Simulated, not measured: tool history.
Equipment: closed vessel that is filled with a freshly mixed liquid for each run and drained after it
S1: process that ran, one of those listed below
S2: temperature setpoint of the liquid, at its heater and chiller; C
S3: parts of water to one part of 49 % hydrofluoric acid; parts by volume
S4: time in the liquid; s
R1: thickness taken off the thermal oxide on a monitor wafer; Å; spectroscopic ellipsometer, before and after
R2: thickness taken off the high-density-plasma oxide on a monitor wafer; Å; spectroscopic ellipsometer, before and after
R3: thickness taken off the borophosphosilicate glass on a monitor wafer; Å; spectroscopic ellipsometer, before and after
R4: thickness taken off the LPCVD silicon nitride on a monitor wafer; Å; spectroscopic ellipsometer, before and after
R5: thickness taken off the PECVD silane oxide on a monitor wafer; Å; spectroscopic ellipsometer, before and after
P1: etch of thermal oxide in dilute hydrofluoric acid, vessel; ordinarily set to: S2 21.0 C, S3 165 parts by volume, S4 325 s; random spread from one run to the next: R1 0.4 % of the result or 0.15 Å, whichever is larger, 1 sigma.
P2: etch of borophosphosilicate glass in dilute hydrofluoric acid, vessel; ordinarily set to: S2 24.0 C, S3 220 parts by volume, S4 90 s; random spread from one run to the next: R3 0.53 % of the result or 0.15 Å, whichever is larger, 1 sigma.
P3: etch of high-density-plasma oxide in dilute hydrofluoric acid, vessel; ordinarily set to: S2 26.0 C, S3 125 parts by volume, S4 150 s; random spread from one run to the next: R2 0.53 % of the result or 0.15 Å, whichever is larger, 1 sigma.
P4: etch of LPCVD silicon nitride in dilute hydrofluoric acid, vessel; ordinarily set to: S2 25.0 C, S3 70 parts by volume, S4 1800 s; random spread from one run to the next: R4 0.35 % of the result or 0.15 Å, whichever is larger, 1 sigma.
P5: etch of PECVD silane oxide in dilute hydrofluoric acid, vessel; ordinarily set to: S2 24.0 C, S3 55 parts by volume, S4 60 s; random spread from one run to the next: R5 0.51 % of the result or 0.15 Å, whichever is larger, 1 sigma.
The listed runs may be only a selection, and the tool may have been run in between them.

{"run": 1, "day": 0.208, "S1": "P1", "S2": 21.0, "S3": 165, "S4": 325, "R1": 79.644}
{"run": 2, "day": 0.346, "S1": "P3", "S2": 26.0, "S3": 125, "S4": 150, "R2": 78.305}
{"run": 3, "day": 0.5, "S1": "P1", "S2": 21.0, "S3": 270, "S4": 565, "R1": 76.049}
{"run": 4, "day": 0.646, "S1": "P2", "S2": 24.0, "S3": 220, "S4": 90, "R3": 151.85}
{"run": 5, "day": 0.754, "S1": "P1", "S2": 21.0, "S3": 165, "S4": 40, "R1": 9.7516}
{"run": 6, "day": 0.871, "S1": "P3", "S2": 26.0, "S3": 125, "S4": 150, "R2": 78.831}
{"run": 7, "day": 1.117, "S1": "P4", "S2": 25.0, "S3": 125, "S4": 1800, "R4": 77.873}
{"run": 8, "day": 1.329, "S1": "P1", "S2": 21.0, "S3": 165, "S4": 325, "R1": 80.14}
{"run": 9, "day": 1.579, "S1": "P5", "S2": 24.0, "S3": 55, "S4": 110, "R5": 530.59}
{"run": 10, "day": 1.721, "S1": "P3", "S2": 26.0, "S3": 70, "S4": 150, "R2": 149.44}
{"day": 1.729, "done": "thermometer replaced"}
{"run": 11, "day": 1.925, "S1": "P5", "S2": 24.0, "S3": 20, "S4": 60, "R5": 835.37}
{"run": 12, "day": 2.112, "S1": "P4", "S2": 25.0, "S3": 70, "S4": 1800, "R4": 139.21}
{"run": 13, "day": 2.325, "S1": "P5", "S2": 24.0, "S3": 55, "S4": 60, "R5": 291.82}
{"run": 14, "day": 2.496, "S1": "P1", "S2": 21.0, "S3": 165, "S4": 325, "R1": 79.148}
{"run": 15, "day": 2.621, "S1": "P1", "S2": 17.0, "S3": 165, "S4": 325, "R1": 67.893}
{"run": 16, "day": 2.833, "S1": "P2", "S2": 24.0, "S3": 220, "S4": 135, "R3": 229.28}
{"run": 17, "day": 2.988, "S1": "P2", "S2": 24.0, "S3": 60, "S4": 90, "R3": 670.3}
{"run": 18, "day": 3.158, "S1": "P1", "S2": 21.0, "S3": 70, "S4": 325, "R1": 208.39}
{"run": 19, "day": 3.321, "S1": "P1", "S2": 21.0, "S3": 270, "S4": 325, "R1": 44.159}
{"run": 20, "day": 3.471, "S1": "P5", "S2": 31.0, "S3": 55, "S4": 60, "R5": 382.14}
{"run": 21, "day": 3.667, "S1": "P2", "S2": 24.0, "S3": 220, "S4": 90, "R3": 149.73}

Run 22 is up next; what results do you expect?
{"run": 22, "day": 3.854, "S1": "P4", "S2": 32.5, "S3": 70, "S4": 1800, "R4": "?"}

{"run 22": {"R4": 224.41}}

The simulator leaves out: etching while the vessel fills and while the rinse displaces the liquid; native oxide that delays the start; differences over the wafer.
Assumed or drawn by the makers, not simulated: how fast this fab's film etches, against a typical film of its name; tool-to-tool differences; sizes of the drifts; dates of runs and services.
